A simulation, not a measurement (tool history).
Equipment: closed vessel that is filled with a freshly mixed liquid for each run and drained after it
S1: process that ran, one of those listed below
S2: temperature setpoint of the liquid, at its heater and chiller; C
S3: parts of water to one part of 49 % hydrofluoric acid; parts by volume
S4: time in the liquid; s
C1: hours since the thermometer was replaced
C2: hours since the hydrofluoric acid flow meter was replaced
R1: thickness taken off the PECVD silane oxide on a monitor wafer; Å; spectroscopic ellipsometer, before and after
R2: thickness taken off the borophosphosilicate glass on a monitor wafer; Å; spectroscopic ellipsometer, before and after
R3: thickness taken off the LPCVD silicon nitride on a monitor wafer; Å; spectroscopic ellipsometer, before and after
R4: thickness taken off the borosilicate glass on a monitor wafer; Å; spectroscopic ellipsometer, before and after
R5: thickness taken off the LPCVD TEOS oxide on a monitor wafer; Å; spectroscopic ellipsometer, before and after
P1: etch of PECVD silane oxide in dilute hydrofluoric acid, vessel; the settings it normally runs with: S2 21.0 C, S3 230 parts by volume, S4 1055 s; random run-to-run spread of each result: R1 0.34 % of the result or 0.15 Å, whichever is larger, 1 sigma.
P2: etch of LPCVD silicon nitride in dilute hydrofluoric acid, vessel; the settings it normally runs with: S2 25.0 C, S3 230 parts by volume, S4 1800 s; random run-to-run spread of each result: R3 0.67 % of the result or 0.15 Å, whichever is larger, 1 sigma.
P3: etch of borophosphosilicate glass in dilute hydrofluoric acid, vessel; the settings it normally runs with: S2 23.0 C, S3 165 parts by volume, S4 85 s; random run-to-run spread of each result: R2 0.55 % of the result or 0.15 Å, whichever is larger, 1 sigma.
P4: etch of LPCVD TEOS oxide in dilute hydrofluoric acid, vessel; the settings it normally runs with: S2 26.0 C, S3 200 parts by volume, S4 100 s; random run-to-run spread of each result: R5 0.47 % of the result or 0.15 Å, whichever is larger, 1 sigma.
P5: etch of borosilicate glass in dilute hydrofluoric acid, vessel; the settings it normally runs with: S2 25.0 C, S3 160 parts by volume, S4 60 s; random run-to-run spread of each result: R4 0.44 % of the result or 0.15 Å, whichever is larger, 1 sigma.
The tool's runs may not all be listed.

run,day,S1,S2,S3,S4,C1,C2,R1,R2,R3,R4,R5
1,0.238,P1,21.0,230,1055,320.0,363.6,602.590,,,,
2,0.562,P3,23.0,165,30,327.8,371.4,,84.648,,,
3,0.858,P2,25.0,230,310,334.9,378.5,,,7.645,,
# day 1.117: thermometer replaced
4,1.150,P5,25.0,70,60,0.9,385.5,,,,332.94,
5,1.329,P1,21.0,230,1550,5.2,389.8,880.200,,,,
6,1.604,P1,21.0,230,1055,11.8,396.4,600.070,,,,
7,1.754,P3,17.0,165,85,15.4,400.0,,190.180,,,
8,2.062,P1,21.0,230,1055,22.8,407.4,600.220,,,,
9,2.262,P1,21.0,230,1055,27.6,412.2,598.690,,,,
10,2.588,P1,21.0,230,50,35.4,420.0,28.211,,,,
11,2.800,P2,25.0,230,1800,40.5,425.1,,,42.324,,
12,3.000,P1,17.0,230,1055,45.3,429.9,517.630,,,,
13,3.162,P1,21.0,230,1055,49.2,433.8,598.940,,,,
14,3.354,P3,23.0,165,85,53.8,438.4,,239.500,,,
15,3.517,P1,21.0,130,595,57.7,442.3,663.920,,,,
16,3.708,P2,30.0,230,1800,62.3,446.9,,,58.315,,
17,4.033,P1,27.0,230,1055,70.1,454.7,746.590,,,,
18,4.196,P4,26.0,200,100,74.0,458.6,,,,,159.890
19,4.475,P4,26.0,305,100,80.7,465.3,,,,,93.969
20,4.779,P5,20.5,160,60,88.0,472.6,,,,109.74,
21,5.062,P4,26.0,200,100,94.8,479.4,,,,,161.320
22,5.246,P1,21.0,65,1055,99.2,483.8,2535.400,,,,
23,5.546,P3,23.0,165,85,106.4,491.0,,239.850,,,
24,5.779,P3,23.0,45,85,112.0,496.6,,1022.600,,,
25,5.958,P1,21.0,400,1055,116.3,500.9,296.970,,,,
26,6.204,P5,25.0,160,90,122.2,506.8,,,,197.08,
27,6.442,P1,21.0,230,1055,127.9,512.5,599.270,,,,
28,6.658,P2,25.0,230,1800,133.1,517.7,,,42.854,,
29,6.971,P4,31.5,200,100,140.6,525.2,,,,,192.390
30,7.212,P5,25.0,160,60,146.4,531.0,,,,130.70,
31,7.379,P2,25.0,345,1800,150.4,535.0,,,28.350,,
32,7.612,P4,26.0,200,145,156.0,540.6,,,,,231.830
33,7.767,P1,21.0,230,1055,159.7,544.3,600.800,,,,
34,7.975,P1,21.0,230,1055,164.7,549.3,585.580,,,,
35,8.221,P1,21.0,230,1055,170.6,555.2,576.670,,,,
36,8.396,P1,21.0,230,1055,174.8,559.4,574.560,,,,
37,8.642,P1,21.0,230,1055,180.7,565.3,569.100,,,,
38,8.862,P1,21.0,230,1055,186.0,570.6,568.670,,,,
39,9.154,P1,21.0,230,1055,193.0,577.6,560.180,,,,
40,9.321,P1,21.0,230,1055,197.0,581.6,564.520,,,,
41,9.612,P1,21.0,230,1055,204.0,588.6,560.390,,,,
42,9.792,P1,21.0,230,1055,208.3,592.9,564.450,,,,

P1 no longer gives what it gave before; its output has crept away from where it was. The following 2 causes, each at its listed size, fit the log equally well:
A: hydrofluoric acid flow below the setpoint (%) = 4.96
B: liquid colder than its thermometer reads (K) = 1.65
Creep in the process output first set in at about day 7.767.

Of the 4 check runs below, each run on 2 wafers with the results averaged and each result still a question mark, which one would tell the listed causes apart?
check 1,9.971,P2,25.0,230,1800,,,,,?,,
check 2,9.971,P4,26.0,200,100,,,,,,,?
check 3,9.971,P3,23.0,165,85,,,,?,,,
check 4,9.971,P5,25.0,160,60,,,,,,?,

What each check would give under each cause:
check,result,if A,if B
check 1,R3,40.565,38.495
check 2,R5,150.090,150.450
check 3,R2,226.320,225.560
check 4,R4,123.43,123.17
Gap, in per cent, between the two causes that each check separates least, read from the result that separates them most: check 1 5.24 %; check 2 0.24 %; check 3 0.34 %; check 4 0.21 %
Check 1 distinguishes between the causes, while the remaining checks would return nearly the same result for all of them.

Then check 1 was run and gave: R3 40.453 Å. Which cause is it?

The cause is A: hydrofluoric acid flow below the setpoint (%).
